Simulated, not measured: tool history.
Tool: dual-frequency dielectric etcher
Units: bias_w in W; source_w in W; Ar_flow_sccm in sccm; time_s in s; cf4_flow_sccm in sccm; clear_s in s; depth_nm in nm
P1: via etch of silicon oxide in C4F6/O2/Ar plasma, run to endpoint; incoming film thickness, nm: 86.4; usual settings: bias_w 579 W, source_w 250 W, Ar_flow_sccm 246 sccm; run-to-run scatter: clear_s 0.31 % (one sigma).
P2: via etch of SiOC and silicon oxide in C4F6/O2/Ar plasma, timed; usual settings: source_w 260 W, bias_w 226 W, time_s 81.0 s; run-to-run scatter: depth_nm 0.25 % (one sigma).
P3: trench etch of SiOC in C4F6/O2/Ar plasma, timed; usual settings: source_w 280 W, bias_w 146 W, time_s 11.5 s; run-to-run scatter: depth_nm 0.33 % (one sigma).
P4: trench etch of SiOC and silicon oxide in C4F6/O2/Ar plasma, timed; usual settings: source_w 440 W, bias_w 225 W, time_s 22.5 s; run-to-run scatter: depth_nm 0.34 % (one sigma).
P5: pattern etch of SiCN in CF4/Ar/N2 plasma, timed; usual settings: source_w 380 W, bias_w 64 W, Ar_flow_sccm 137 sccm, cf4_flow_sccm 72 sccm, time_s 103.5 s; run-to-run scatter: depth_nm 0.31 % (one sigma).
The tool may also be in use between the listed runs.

| run | hour | process | bias_w | source_w | Ar_flow_sccm | time_s | cf4_flow_sccm | hours since the last wet clean | hours since the last bias power generator calibration | hours since the last source power generator calibration | hours since the last Ar flow controller change | clear_s | depth_nm |
|---|---|---|---|---|---|---|---|---|---|---|---|---|---|
| 1 | 10.9 | P1 | 579 | 250 | 246 |  |  | 258.8 | 1994.4 | 532.6 | 3792.9 | 20.874 |  |
| 2 | 23.4 | P1 | 579 | 190 | 198 |  |  | 271.3 | 2006.9 | 545.1 | 3805.4 | 22.496 |  |
| 3 | 42.5 | P1 | 473 | 250 | 328 |  |  | 290.4 | 2026.0 | 564.2 | 3824.5 | 23.251 |  |
| 4 | 56.9 | P1 | 579 | 330 | 187 |  |  | 304.8 | 2040.4 | 578.6 | 3838.9 | 18.367 |  |
| 5 | 71.9 | P1 | 579 | 330 | 246 |  |  | 319.8 | 2055.4 | 593.6 | 3853.9 | 18.792 |  |
| 6 | 89.1 | P2 | 226 | 260 |  | 59.0 |  | 337.0 | 2072.6 | 610.8 | 3871.1 |  | 59.145 |
| 7 | 101.7 | P2 | 226 | 260 |  | 81.0 |  | 349.6 | 2085.2 | 623.4 | 3883.7 |  | 81.566 |
| 8 | 115.7 | P1 | 579 | 250 | 246 |  |  | 363.6 | 2099.2 | 637.4 | 3897.7 | 20.770 |  |
| 9 | 133.8 | P1 | 452 | 250 | 246 |  |  | 381.7 | 2117.3 | 655.5 | 3915.8 | 22.817 |  |
| 10 | 145.6 | P5 | 89 | 380 | 137 | 103.5 | 72 | 393.5 | 2129.1 | 667.3 | 3927.6 |  | 77.725 |
| 11 | 162.6 | P2 | 226 | 260 |  | 81.0 |  | 410.5 | 2146.1 | 684.3 | 3944.6 |  | 81.538 |
| 12 | 181.8 | P1 | 579 | 250 | 246 |  |  | 429.7 | 2165.3 | 703.5 | 3963.8 | 20.911 |  |
| 13 | 193.7 | P1 | 579 | 250 | 349 |  |  | 441.6 | 2177.2 | 715.4 | 3975.7 | 21.743 |  |
| 14 | 212.6 | P5 | 64 | 380 | 137 | 103.5 | 47 | 460.5 | 2196.1 | 734.3 | 3994.6 |  | 63.598 |
| 15 | 229.7 | P1 | 579 | 180 | 246 |  |  | 477.6 | 2213.2 | 751.4 | 4011.7 | 23.334 |  |
| 16 | 238.0 | P2 | 319 | 260 |  | 81.0 |  | 485.9 | 2221.5 | 759.7 | 4020.0 |  | 92.434 |
| 17 | 254.2 | P4 | 225 | 440 |  | 22.5 |  | 502.1 | 2237.7 | 775.9 | 4036.2 |  | 48.810 |
| 18 | 265.2 | P1 | 757 | 250 | 246 |  |  | 513.1 | 2248.7 | 786.9 | 4047.2 | 18.883 |  |
| 19 | 276.1 | P2 | 226 | 180 |  | 81.0 |  | 524.0 | 2259.6 | 797.8 | 4058.1 |  | 70.765 |
| 20 | 293.5 | P3 | 146 | 370 |  | 11.5 |  | 541.4 | 2277.0 | 815.2 | 4075.5 |  | 22.378 |
| 21 | 312.6 | P4 | 225 | 290 |  | 22.5 |  | 560.5 | 2296.1 | 834.3 | 4094.6 |  | 41.498 |
| 22 | 325.1 | P4 | 164 | 440 |  | 22.5 |  | 573.0 | 2308.6 | 846.8 | 4107.1 |  | 43.909 |
| 23 | 334.8 | P1 | 579 | 250 | 246 |  |  | 582.7 | 2318.3 | 856.5 | 4116.8 | 20.930 |  |

Forecast run 24:
| 24 | 350.4 | P3 | 93 | 280 |  | 11.5 |  | 598.3 | 2333.9 | 872.1 | 4132.4 |  | ? |

Run 24 gave depth_nm 17.439 nm.
